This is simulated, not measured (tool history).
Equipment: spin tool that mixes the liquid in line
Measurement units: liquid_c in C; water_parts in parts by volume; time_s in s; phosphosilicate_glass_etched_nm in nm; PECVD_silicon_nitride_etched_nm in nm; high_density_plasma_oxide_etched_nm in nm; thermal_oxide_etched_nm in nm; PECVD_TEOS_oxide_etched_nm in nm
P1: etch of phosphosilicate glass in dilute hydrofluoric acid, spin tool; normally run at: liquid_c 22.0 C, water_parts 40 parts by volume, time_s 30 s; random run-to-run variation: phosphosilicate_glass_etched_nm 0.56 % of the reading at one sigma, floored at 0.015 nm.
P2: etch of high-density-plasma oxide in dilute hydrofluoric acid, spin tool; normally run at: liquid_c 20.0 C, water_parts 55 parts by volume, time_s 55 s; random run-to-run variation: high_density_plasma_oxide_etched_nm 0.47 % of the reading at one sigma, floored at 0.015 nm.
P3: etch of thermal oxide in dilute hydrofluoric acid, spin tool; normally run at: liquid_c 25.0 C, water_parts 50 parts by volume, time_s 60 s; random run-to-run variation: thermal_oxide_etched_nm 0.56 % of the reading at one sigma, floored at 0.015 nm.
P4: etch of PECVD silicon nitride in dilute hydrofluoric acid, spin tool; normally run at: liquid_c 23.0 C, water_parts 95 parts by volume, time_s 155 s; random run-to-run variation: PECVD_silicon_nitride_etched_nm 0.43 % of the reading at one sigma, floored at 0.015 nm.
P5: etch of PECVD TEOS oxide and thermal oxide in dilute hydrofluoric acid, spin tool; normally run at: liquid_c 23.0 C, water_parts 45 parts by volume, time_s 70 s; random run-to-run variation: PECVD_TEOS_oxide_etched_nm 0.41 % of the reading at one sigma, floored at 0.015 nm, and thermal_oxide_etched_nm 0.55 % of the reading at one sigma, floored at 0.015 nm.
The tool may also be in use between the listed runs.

| run | hour | process | liquid_c | water_parts | time_s | hours since the thermometer was replaced | hours since the hydrofluoric acid flow meter was replaced | phosphosilicate_glass_etched_nm | PECVD_silicon_nitride_etched_nm | high_density_plasma_oxide_etched_nm | thermal_oxide_etched_nm | PECVD_TEOS_oxide_etched_nm |
|---|---|---|---|---|---|---|---|---|---|---|---|---|
| 1 | 6.3 | P1 | 22.0 | 40 | 30 | 579.4 | 1312.2 | 104.770 |  |  |  |  |
| 2 | 12.2 | P4 | 23.0 | 95 | 290 | 585.3 | 1318.1 |  | 15.4690 |  |  |  |
| 3 | 22.6 | P1 | 28.0 | 25 | 30 | 595.7 | 1328.5 | 218.270 |  |  |  |  |
| 4 | 27.5 | P1 | 22.0 | 40 | 30 | 600.6 | 1333.4 | 103.980 |  |  |  |  |
| 5 | 37.3 | P2 | 17.0 | 55 | 55 | 610.4 | 1343.2 |  |  | 4.1323 |  |  |
| 6 | 44.1 | P1 | 22.0 | 40 | 30 | 617.2 | 1350.0 | 104.630 |  |  |  |  |
| 7 | 52.2 | P1 | 22.0 | 40 | 15 | 625.3 | 1358.1 | 52.071 |  |  |  |  |
| 8 | 58.4 | P1 | 22.0 | 40 | 30 | 631.5 | 1364.3 | 105.230 |  |  |  |  |
|  | 63.2 | hydrofluoric acid flow meter replaced |
|  | 65.2 | thermometer replaced |
| 9 | 67.0 | P4 | 31.0 | 95 | 155 | 1.9 | 3.9 |  | 13.9090 |  |  |  |
| 10 | 72.7 | P2 | 20.0 | 55 | 55 | 7.6 | 9.6 |  |  | 4.6631 |  |  |
| 11 | 81.2 | P1 | 22.0 | 60 | 55 | 16.1 | 18.1 | 125.200 |  |  |  |  |
| 12 | 87.7 | P3 | 25.0 | 70 | 60 | 22.6 | 24.6 |  |  |  | 4.2000 |  |
| 13 | 95.8 | P5 | 23.0 | 45 | 70 | 30.7 | 32.7 |  |  |  | 7.5694 | 22.5580 |
| 14 | 104.0 | P4 | 23.0 | 50 | 155 | 38.9 | 40.9 |  | 15.5800 |  |  |  |
| 15 | 112.6 | P5 | 19.0 | 45 | 70 | 47.5 | 49.5 |  |  |  | 6.3334 | 19.0820 |
| 16 | 123.3 | P5 | 23.0 | 20 | 70 | 58.2 | 60.2 |  |  |  | 17.3800 | 52.5110 |
| 17 | 129.8 | P4 | 23.0 | 95 | 155 | 64.7 | 66.7 |  | 8.3079 |  |  |  |
| 18 | 139.4 | P1 | 22.0 | 40 | 50 | 74.3 | 76.3 | 175.250 |  |  |  |  |
| 19 | 144.8 | P3 | 20.0 | 50 | 60 | 79.7 | 81.7 |  |  |  | 4.8614 |  |
| 20 | 154.2 | P2 | 20.0 | 85 | 55 | 89.1 | 91.1 |  |  | 2.9196 |  |  |
| 21 | 162.8 | P5 | 23.0 | 45 | 15 | 97.7 | 99.7 |  |  |  | 1.5785 | 4.8353 |
| 22 | 170.7 | P3 | 25.0 | 50 | 15 | 105.6 | 107.6 |  |  |  | 1.5295 |  |
| 23 | 179.0 | P2 | 20.0 | 55 | 55 | 113.9 | 115.9 |  |  | 4.6697 |  |  |
| 24 | 187.5 | P2 | 20.0 | 55 | 20 | 122.4 | 124.4 |  |  | 1.7341 |  |  |
| 25 | 196.2 | P1 | 17.0 | 40 | 30 | 131.1 | 133.1 | 85.127 |  |  |  |  |
| 26 | 205.6 | P1 | 22.0 | 65 | 30 | 140.5 | 142.5 | 62.386 |  |  |  |  |
| 27 | 212.5 | P1 | 22.0 | 40 | 30 | 147.4 | 149.4 | 105.690 |  |  |  |  |
| 28 | 220.4 | P1 | 26.5 | 40 | 30 | 155.3 | 157.3 | 125.760 |  |  |  |  |
| 29 | 231.4 | P5 | 23.0 | 45 | 70 | 166.3 | 168.3 |  |  |  | 7.5039 | 22.3110 |
| 30 | 240.0 | P1 | 22.0 | 20 | 30 | 174.9 | 176.9 | 216.170 |  |  |  |  |
| 31 | 246.2 | P3 | 25.0 | 50 | 60 | 181.1 | 183.1 |  |  |  | 6.0464 |  |
| 32 | 255.3 | P1 | 22.0 | 40 | 30 | 190.2 | 192.2 | 105.830 |  |  |  |  |
| 33 | 263.5 | P1 | 22.0 | 40 | 30 | 198.4 | 200.4 | 100.920 |  |  |  |  |
| 34 | 273.7 | P1 | 22.0 | 40 | 30 | 208.6 | 210.6 | 98.478 |  |  |  |  |
| 35 | 284.6 | P1 | 22.0 | 40 | 30 | 219.5 | 221.5 | 97.327 |  |  |  |  |

Expected results for the next run?
| 36 | 294.8 | P1 | 22.0 | 40 | 30 | 229.7 | 231.7 | ? |  |  |  |  |

{"run 36": {"phosphosilicate_glass_etched_nm": 97.308}}

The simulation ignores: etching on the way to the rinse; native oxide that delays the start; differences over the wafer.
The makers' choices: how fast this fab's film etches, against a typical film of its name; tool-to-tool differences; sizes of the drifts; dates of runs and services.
